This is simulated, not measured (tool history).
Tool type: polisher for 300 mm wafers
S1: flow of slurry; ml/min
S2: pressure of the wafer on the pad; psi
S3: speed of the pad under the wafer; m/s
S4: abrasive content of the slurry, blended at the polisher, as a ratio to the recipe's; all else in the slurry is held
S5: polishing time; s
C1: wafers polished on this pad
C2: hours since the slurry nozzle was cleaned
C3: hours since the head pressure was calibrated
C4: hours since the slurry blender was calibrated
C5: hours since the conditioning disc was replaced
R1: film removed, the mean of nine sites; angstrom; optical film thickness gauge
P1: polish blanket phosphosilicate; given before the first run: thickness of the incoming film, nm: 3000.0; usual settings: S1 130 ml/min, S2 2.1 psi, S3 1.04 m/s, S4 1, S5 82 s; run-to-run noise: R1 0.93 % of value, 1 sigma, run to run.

Run 1, hour 9.4: S1 130 ml/min, S2 2.1 psi, S3 1.04 m/s, S4 1, S5 82 s; C1 302; C2 87.3; C3 226.9; C4 145.3; C5 192.9. Result: R1 5189.8 angstrom.
Run 2, hour 21.8: S1 130 ml/min, S2 2.1 psi, S3 1.04 m/s, S4 0.7, S5 82 s; C1 433; C2 99.7; C3 239.3; C4 157.7; C5 205.3. Result: R1 4421.3 angstrom.
Run 3, hour 35.1: S1 80 ml/min, S2 2.1 psi, S3 1.04 m/s, S4 1, S5 82 s; C1 574; C2 113; C3 252.6; C4 171; C5 218.6. Result: R1 4615.9 angstrom.
Run 4, hour 47.4: S1 130 ml/min, S2 2.1 psi, S3 1.38 m/s, S4 1, S5 82 s; C1 704; C2 125.3; C3 264.9; C4 183.3; C5 230.9. Result: R1 6619.3 angstrom.
Run 5, hour 58.4: S1 130 ml/min, S2 2.1 psi, S3 1.04 m/s, S4 1, S5 37 s; C1 820; C2 136.3; C3 275.9; C4 194.3; C5 241.9. Result: R1 2359.2 angstrom.
Run 6, hour 67.2: S1 130 ml/min, S2 1.3 psi, S3 1.04 m/s, S4 1, S5 82 s; C1 913; C2 145.1; C3 284.7; C4 203.1; C5 250.7. Result: R1 3259.3 angstrom.
Run 7, hour 79.2: S1 130 ml/min, S2 2.1 psi, S3 1.04 m/s, S4 1, S5 82 s; C1 1040; C2 157.1; C3 296.7; C4 215.1; C5 262.7. Result: R1 5321 angstrom.
Run 8, hour 93: S1 130 ml/min, S2 2.1 psi, S3 1.04 m/s, S4 1, S5 82 s; C1 1186; C2 170.9; C3 310.5; C4 228.9; C5 276.5. Result: R1 5251.9 angstrom.
At hour 99.5: slurry nozzle cleaned.
Run 9, hour 106.8: S1 190 ml/min, S2 2.1 psi, S3 1.04 m/s, S4 1, S5 82 s; C1 1332; C2 7.3; C3 324.3; C4 242.7; C5 290.3. Result: R1 5636.1 angstrom.
Run 10, hour 118.5: S1 130 ml/min, S2 2.1 psi, S3 1.04 m/s, S4 1, S5 82 s; C1 1456; C2 19; C3 336; C4 254.4; C5 302. Result: R1 5255.7 angstrom.
Run 11, hour 127.3: S1 130 ml/min, S2 2.1 psi, S3 0.52 m/s, S4 1, S5 82 s; C1 1549; C2 27.8; C3 344.8; C4 263.2; C5 310.8. Result: R1 3057.7 angstrom.
Run 12, hour 134.3: S1 130 ml/min, S2 1.3 psi, S3 1.04 m/s, S4 1.25, S5 82 s; C1 1623; C2 34.8; C3 351.8; C4 270.2; C5 317.8. Result: R1 3621.2 angstrom.
Run 13, hour 146.3: S1 130 ml/min, S2 2.1 psi, S3 1.04 m/s, S4 1, S5 112 s; C1 1750; C2 46.8; C3 363.8; C4 282.2; C5 329.8. Result: R1 7240.6 angstrom.
Run 14, hour 154.4: S1 130 ml/min, S2 2.1 psi, S3 1.04 m/s, S4 1, S5 82 s; C1 1836; C2 54.9; C3 371.9; C4 290.3; C5 337.9. Result: R1 5249.2 angstrom.
Run 15, hour 168.8: S1 130 ml/min, S2 2.1 psi, S3 1.04 m/s, S4 1.25, S5 82 s; C1 1988; C2 69.3; C3 386.3; C4 304.7; C5 352.3. Result: R1 5773.3 angstrom.
Run 16, hour 176.3: S1 130 ml/min, S2 2.7 psi, S3 1.04 m/s, S4 1, S5 82 s; C1 2067; C2 76.8; C3 393.8; C4 312.2; C5 359.8. Result: R1 6709 angstrom.
Run 17, hour 182.8: S1 130 ml/min, S2 2.1 psi, S3 1.04 m/s, S4 1, S5 82 s; C1 2136; C2 83.3; C3 400.3; C4 318.7; C5 366.3. Result: R1 5315.5 angstrom.
Run 18, hour 196.8: S1 130 ml/min, S2 2.1 psi, S3 1.04 m/s, S4 1, S5 82 s; C1 2284; C2 97.3; C3 414.3; C4 332.7; C5 380.3. Result: R1 5201.2 angstrom.
Run 19, hour 207.5: S1 130 ml/min, S2 2.1 psi, S3 1.04 m/s, S4 1, S5 82 s; C1 2397; C2 108; C3 425; C4 343.4; C5 391. Result: R1 5098.6 angstrom.
Run 20, hour 214.3: S1 130 ml/min, S2 2.1 psi, S3 1.04 m/s, S4 1, S5 82 s; C1 2469; C2 114.8; C3 431.8; C4 350.2; C5 397.8. Result: R1 4963.4 angstrom.
At hour 224.4: worn pad replaced by a new one.
At hour 227.2: head pressure recalibrated.
Run 21, hour 227.4: S1 130 ml/min, S2 2.1 psi, S3 1.04 m/s, S4 1, S5 82 s; C1 32; C2 127.9; C3 0.2; C4 363.3; C5 410.9. Result: R1 4888.9 angstrom.
Run 22, hour 240: S1 130 ml/min, S2 2.1 psi, S3 1.04 m/s, S4 1, S5 82 s; C1 165; C2 140.5; C3 12.8; C4 375.9; C5 423.5. Result: R1 4835.4 angstrom.
At hour 240.3: conditioning disc replaced and pad reconditioned.
Run 23, hour 251.9: S1 130 ml/min, S2 2.1 psi, S3 1.04 m/s, S4 1, S5 82 s; C1 291; C2 152.4; C3 24.7; C4 387.8; C5 11.7. Result: R1 4796.8 angstrom.
Run 24, hour 263.7: S1 130 ml/min, S2 2.1 psi, S3 1.04 m/s, S4 1, S5 82 s; C1 416; C2 164.2; C3 36.5; C4 399.6; C5 23.5. Result: R1 4738.9 angstrom.
Run 25, hour 271.7: S1 130 ml/min, S2 2.1 psi, S3 1.04 m/s, S4 1, S5 82 s; C1 501; C2 172.2; C3 44.5; C4 407.6; C5 31.5. Result: R1 4753.9 angstrom.

The log shows P1 creeping away from where it was. Any of the 2 causes listed here, at the size stated for it, fits the log just as well as the others:
A: slurry flow missing at the pad, % = 34
B: abrasive missing from the slurry, % = 18.8
At approximately hour 196.8, the process output began to creep.
All other causes, with the reason each is excluded:
removal rate lost through wear of the pad, %: work on it at hour 224.4, done after the drift set in, did not restore what the process gave before
head's pressure below its setpoint, %: work on it at hour 227.2, done after the drift set in, did not restore what the process gave before
time polished since the conditioner stopped cutting, s: work on it at hour 240.3, done after the drift set in, did not restore what the process gave before

The list below offers 4 check runs, each averaging the results of 5 wafers, and shows each result as a question mark. For which of them would the listed causes give clearly different results?
Run check 1, hour 279.7: S1 130 ml/min, S2 2.1 psi, S3 1.3 m/s, S4 1, S5 82 s. Result: R1 ?.
Run check 2, hour 279.7: S1 90 ml/min, S2 2.1 psi, S3 1.04 m/s, S4 1, S5 82 s. Result: R1 ?.
Run check 3, hour 279.7: S1 130 ml/min, S2 2.1 psi, S3 0.62 m/s, S4 1, S5 82 s. Result: R1 ?.
Run check 4, hour 279.7: S1 130 ml/min, S2 1.6 psi, S3 1.04 m/s, S4 1, S5 82 s. Result: R1 ?.

Predicted outcomes, by check and by cause:
  check  result    if A    if B
check 1      R1  5673.4  5671.5
check 2      R1  4194.4    4352
check 3      R1  3137.6  3136.6
check 4      R1  3615.9  3614.7
Per-check spread between the two closest causes, in the result where they differ most: check 1 0.03 %; check 2 3.69 %; check 3 0.03 %; check 4 0.03 %
Only check 2 tells the causes apart: in the others they would give nearly the same result.

Running check 2 produced the following: R1 4209 angstrom. Which one of the listed causes fits?

It is A: slurry flow missing at the pad, %.
